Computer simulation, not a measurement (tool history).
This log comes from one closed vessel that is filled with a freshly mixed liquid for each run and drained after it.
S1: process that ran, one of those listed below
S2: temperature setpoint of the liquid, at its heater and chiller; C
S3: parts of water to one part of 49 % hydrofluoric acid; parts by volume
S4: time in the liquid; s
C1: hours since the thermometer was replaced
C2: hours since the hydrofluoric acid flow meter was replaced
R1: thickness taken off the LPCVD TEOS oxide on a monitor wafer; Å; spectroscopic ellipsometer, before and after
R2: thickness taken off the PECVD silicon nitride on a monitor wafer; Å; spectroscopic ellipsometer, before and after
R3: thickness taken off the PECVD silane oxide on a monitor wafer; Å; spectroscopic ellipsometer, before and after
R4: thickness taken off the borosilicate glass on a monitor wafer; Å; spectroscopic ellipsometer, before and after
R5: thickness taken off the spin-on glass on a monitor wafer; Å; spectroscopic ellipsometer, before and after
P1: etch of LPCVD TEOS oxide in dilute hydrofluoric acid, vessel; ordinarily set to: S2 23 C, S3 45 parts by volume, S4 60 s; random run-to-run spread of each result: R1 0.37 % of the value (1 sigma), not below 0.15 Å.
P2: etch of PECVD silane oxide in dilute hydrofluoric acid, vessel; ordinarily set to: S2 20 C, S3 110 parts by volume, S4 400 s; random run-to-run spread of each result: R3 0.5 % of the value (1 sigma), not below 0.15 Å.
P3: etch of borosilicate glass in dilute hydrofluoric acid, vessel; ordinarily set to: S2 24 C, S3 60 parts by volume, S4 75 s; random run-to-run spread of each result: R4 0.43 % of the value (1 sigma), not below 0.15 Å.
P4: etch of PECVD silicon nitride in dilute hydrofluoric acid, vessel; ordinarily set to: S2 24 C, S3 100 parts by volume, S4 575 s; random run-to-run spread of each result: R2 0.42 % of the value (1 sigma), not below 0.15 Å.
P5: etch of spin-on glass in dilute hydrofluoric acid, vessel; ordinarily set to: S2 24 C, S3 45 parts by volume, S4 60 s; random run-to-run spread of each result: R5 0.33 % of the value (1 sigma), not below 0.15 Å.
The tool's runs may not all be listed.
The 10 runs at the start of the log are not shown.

{"run": 11, "hour": 64.3, "S1": "P3", "S2": 28.5, "S3": 60, "S4": 75, "C1": 1586.3, "C2": 401.2, "R4": 553.54}
{"run": 12, "hour": 71.3, "S1": "P1", "S2": 23, "S3": 45, "S4": 60, "C1": 1593.3, "C2": 408.2, "R1": 284.82}
{"run": 13, "hour": 75.6, "S1": "P1", "S2": 23, "S3": 45, "S4": 90, "C1": 1597.6, "C2": 412.5, "R1": 430.37}
{"run": 14, "hour": 81.6, "S1": "P5", "S2": 28.5, "S3": 45, "S4": 60, "C1": 1603.6, "C2": 418.5, "R5": 429.58}
{"run": 15, "hour": 85.6, "S1": "P1", "S2": 23, "S3": 20, "S4": 60, "C1": 1607.6, "C2": 422.5, "R1": 666.69}
{"run": 16, "hour": 89.9, "S1": "P1", "S2": 23, "S3": 45, "S4": 60, "C1": 1611.9, "C2": 426.8, "R1": 287.27}
{"run": 17, "hour": 94.0, "S1": "P5", "S2": 24, "S3": 45, "S4": 30, "C1": 1616, "C2": 430.9, "R5": 179.79}
{"run": 18, "hour": 101.2, "S1": "P1", "S2": 23, "S3": 60, "S4": 60, "C1": 1623.2, "C2": 438.1, "R1": 210.95}
{"run": 19, "hour": 107.3, "S1": "P1", "S2": 23, "S3": 45, "S4": 30, "C1": 1629.3, "C2": 444.2, "R1": 142.36}
{"run": 20, "hour": 112.1, "S1": "P1", "S2": 23, "S3": 45, "S4": 60, "C1": 1634.1, "C2": 449, "R1": 285.71}
{"run": 21, "hour": 116.9, "S1": "P3", "S2": 24, "S3": 60, "S4": 75, "C1": 1638.9, "C2": 453.8, "R4": 462.82}
{"hour": 117.5, "done": "hydrofluoric acid flow meter replaced"}
{"run": 22, "hour": 121.5, "S1": "P2", "S2": 20, "S3": 110, "S4": 400, "C1": 1643.5, "C2": 4, "R3": 583.57}
{"run": 23, "hour": 125.5, "S1": "P1", "S2": 23, "S3": 45, "S4": 60, "C1": 1647.5, "C2": 8, "R1": 284.85}
{"run": 24, "hour": 132.3, "S1": "P1", "S2": 17.5, "S3": 45, "S4": 60, "C1": 1654.3, "C2": 14.8, "R1": 227.42}
{"run": 25, "hour": 138.7, "S1": "P4", "S2": 24, "S3": 100, "S4": 1135, "C1": 1660.7, "C2": 21.2, "R2": 251.03}
{"run": 26, "hour": 143.0, "S1": "P3", "S2": 24, "S3": 60, "S4": 75, "C1": 1665, "C2": 25.5, "R4": 464.9}
{"run": 27, "hour": 146.9, "S1": "P5", "S2": 24, "S3": 45, "S4": 60, "C1": 1668.9, "C2": 29.4, "R5": 360.06}
{"run": 28, "hour": 153.9, "S1": "P2", "S2": 27.5, "S3": 110, "S4": 400, "C1": 1675.9, "C2": 36.4, "R3": 788.36}
{"run": 29, "hour": 159.2, "S1": "P2", "S2": 20, "S3": 110, "S4": 400, "C1": 1681.2, "C2": 41.7, "R3": 590.02}
{"run": 30, "hour": 165.3, "S1": "P4", "S2": 24, "S3": 165, "S4": 575, "C1": 1687.3, "C2": 47.8, "R2": 78.094}
{"run": 31, "hour": 171.7, "S1": "P2", "S2": 20, "S3": 195, "S4": 400, "C1": 1693.7, "C2": 54.2, "R3": 303.73}

What does the tool deliver on the next run?
{"run": 32, "hour": 177.4, "S1": "P4", "S2": 24, "S3": 100, "S4": 575, "C1": 1699.4, "C2": 59.9, "R2": "?"}

For run 32 the tool returned R2 128.95 Å.

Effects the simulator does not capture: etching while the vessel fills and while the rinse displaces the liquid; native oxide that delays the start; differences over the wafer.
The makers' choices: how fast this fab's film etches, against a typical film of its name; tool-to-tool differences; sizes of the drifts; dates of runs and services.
